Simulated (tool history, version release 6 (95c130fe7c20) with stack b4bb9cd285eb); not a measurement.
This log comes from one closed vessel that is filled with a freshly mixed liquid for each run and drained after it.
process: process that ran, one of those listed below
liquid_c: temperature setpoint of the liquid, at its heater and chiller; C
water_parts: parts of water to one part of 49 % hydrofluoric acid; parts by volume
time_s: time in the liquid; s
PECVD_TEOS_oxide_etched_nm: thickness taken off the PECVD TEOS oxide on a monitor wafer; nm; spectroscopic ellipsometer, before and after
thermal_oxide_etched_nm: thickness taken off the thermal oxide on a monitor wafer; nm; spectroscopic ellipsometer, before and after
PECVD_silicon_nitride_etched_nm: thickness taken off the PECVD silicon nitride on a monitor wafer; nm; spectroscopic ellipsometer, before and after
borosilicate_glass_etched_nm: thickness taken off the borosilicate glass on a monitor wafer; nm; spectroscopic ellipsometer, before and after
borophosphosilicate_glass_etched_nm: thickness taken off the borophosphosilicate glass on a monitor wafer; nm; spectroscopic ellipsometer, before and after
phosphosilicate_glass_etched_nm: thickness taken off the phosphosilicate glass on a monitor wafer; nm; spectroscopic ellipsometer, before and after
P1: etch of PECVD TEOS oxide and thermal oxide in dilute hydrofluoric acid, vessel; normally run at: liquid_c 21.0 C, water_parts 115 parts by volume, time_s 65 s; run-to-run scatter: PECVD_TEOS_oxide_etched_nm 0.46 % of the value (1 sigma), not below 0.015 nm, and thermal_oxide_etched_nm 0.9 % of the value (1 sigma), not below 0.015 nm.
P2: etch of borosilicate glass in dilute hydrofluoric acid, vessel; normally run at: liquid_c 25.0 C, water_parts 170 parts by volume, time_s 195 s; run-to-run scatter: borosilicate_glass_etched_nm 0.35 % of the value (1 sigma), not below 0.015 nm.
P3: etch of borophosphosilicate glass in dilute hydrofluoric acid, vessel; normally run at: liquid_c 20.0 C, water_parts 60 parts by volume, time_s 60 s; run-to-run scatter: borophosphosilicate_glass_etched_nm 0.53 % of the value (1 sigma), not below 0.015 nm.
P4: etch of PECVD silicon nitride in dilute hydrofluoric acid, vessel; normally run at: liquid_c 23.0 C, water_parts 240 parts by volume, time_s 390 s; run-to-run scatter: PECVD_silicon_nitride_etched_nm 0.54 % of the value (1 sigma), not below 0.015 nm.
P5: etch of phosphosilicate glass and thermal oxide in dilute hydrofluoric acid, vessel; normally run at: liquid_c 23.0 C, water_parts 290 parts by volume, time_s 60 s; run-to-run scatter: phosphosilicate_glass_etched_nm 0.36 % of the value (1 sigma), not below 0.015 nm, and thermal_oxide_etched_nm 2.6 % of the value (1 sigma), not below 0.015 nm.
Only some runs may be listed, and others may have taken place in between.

run,day,process,liquid_c,water_parts,time_s,hours since the thermometer was replaced,hours since the hydrofluoric acid flow meter was replaced,PECVD_TEOS_oxide_etched_nm,thermal_oxide_etched_nm,PECVD_silicon_nitride_etched_nm,borosilicate_glass_etched_nm,borophosphosilicate_glass_etched_nm,phosphosilicate_glass_etched_nm
1,0.346,P1,21.0,115,65,960.8,152.4,6.5625,2.49960,,,,
2,0.733,P1,21.0,115,100,970.1,161.7,10.1860,3.94480,,,,
3,1.171,P4,27.5,240,390,980.6,172.2,,,9.4881,,,
4,1.571,P2,25.0,170,195,990.2,181.8,,,,46.917,,
5,2.029,P1,21.0,20,30,1001.2,192.8,19.6380,7.56930,,,,
6,2.625,P3,20.0,60,60,1015.5,207.1,,,,,57.332,
7,3.208,P1,21.0,165,65,1029.5,221.1,4.3690,1.65980,,,,
8,3.612,P3,20.0,20,60,1039.2,230.8,,,,,181.580,
9,3.983,P1,21.0,115,30,1048.1,239.7,3.0634,1.18050,,,,
10,4.408,P4,23.0,45,390,1058.3,249.9,,,37.1320,,,
11,4.738,P5,23.0,290,60,1066.2,257.8,,0.74141,,,,31.494
12,5.288,P2,25.0,170,90,1079.4,271.0,,,,21.784,,
13,5.742,P1,25.0,115,65,1090.3,281.9,7.7334,2.95090,,,,
# day 6.017: hydrofluoric acid flow meter replaced
14,6.108,P4,23.0,240,390,1099.1,2.2,,,7.1033,,,
15,6.538,P5,18.0,290,60,1109.4,12.5,,0.58958,,,,26.247
# day 6.592: thermometer replaced
16,6.979,P1,21.0,115,65,9.4,23.1,6.5597,2.55360,,,,
17,7.525,P2,31.0,170,195,22.5,36.2,,,,58.366,,
18,7.900,P3,27.0,60,60,31.5,45.2,,,,,76.502,
19,8.321,P1,17.0,115,65,41.6,55.3,5.5843,2.14360,,,,
20,8.696,P1,21.0,115,65,50.6,64.3,6.6647,2.53740,,,,
21,9.046,P4,23.0,240,80,59.0,72.7,,,1.4680,,,
22,9.475,P3,20.0,60,30,69.3,83.0,,,,,28.785,
23,9.804,P4,23.0,240,390,77.2,90.9,,,7.1257,,,
24,10.167,P2,25.0,65,195,85.9,99.6,,,,139.940,,
25,10.588,P1,21.0,35,65,96.0,109.7,23.9970,9.10280,,,,
26,10.921,P5,23.0,290,100,104.0,117.7,,1.21780,,,,52.502
27,11.558,P1,21.0,115,65,119.3,133.0,6.6577,2.49540,,,,
28,11.871,P5,23.0,80,60,126.8,140.5,,3.54570,,,,143.360
29,12.162,P1,21.0,115,65,133.8,147.5,6.6435,2.51000,,,,
30,12.479,P1,21.0,115,65,141.4,155.1,6.5812,2.51930,,,,
31,13.142,P1,21.0,115,65,157.3,171.0,6.8869,2.64640,,,,
32,13.667,P1,21.0,115,65,169.9,183.6,6.9783,2.67550,,,,
33,13.996,P1,21.0,115,65,177.8,191.5,7.0726,2.67280,,,,
34,14.488,P1,21.0,115,65,189.6,203.3,7.1211,2.68690,,,,
35,15.067,P1,21.0,115,65,203.5,217.2,7.0598,2.71350,,,,
36,15.617,P1,21.0,115,65,216.7,230.4,7.1101,2.70770,,,,
37,16.208,P1,21.0,115,65,230.9,244.6,7.1469,2.73520,,,,
38,16.746,P1,21.0,115,65,243.8,257.5,7.1359,2.73090,,,,

Something has made what P1 gives creep away from where it was; the 2 causes below, each at its own stated size, fit the log equally well:
A: liquid hotter than its thermometer reads (K) = 1.94
B: hydrofluoric acid flow above the setpoint (%) = 7.1
The drift started at roughly day 12.479.

Which of the 4 check runs listed below separates the causes, so that each cause would produce a clearly different result? Each run uses one wafer, and its results are marked with question marks.
check 1,17.283,P2,25.0,115,115,,,,,,?,,
check 2,17.283,P4,23.0,65,165,,,,,?,,,
check 3,17.283,P3,26.0,30,60,,,,,,,?,
check 4,17.283,P5,23.0,175,60,,,,?,,,,?

Check results expected under each cause:
check,result,if A,if B
check 1,borosilicate_glass_etched_nm,47.112,47.270
check 2,PECVD_silicon_nitride_etched_nm,12.4460,11.6900
check 3,borophosphosilicate_glass_etched_nm,166.070,164.750
check 4,thermal_oxide_etched_nm,1.50270,1.51520
check 4,phosphosilicate_glass_etched_nm,63.113,63.639
Smallest distance between any two causes, each pair judged by its most separating result, in per cent: check 1 0.34 %; check 2 6.27 %; check 3 0.79 %; check 4 0.83 %
The other checks would show nearly matching results whichever cause is true, so check 2 is the only one that separates the causes.

After running check 2, the following was obtained: PECVD_silicon_nitride_etched_nm 11.6420 nm. Which cause does this point to?

Of the candidate causes, it is B: hydrofluoric acid flow above the setpoint (%).
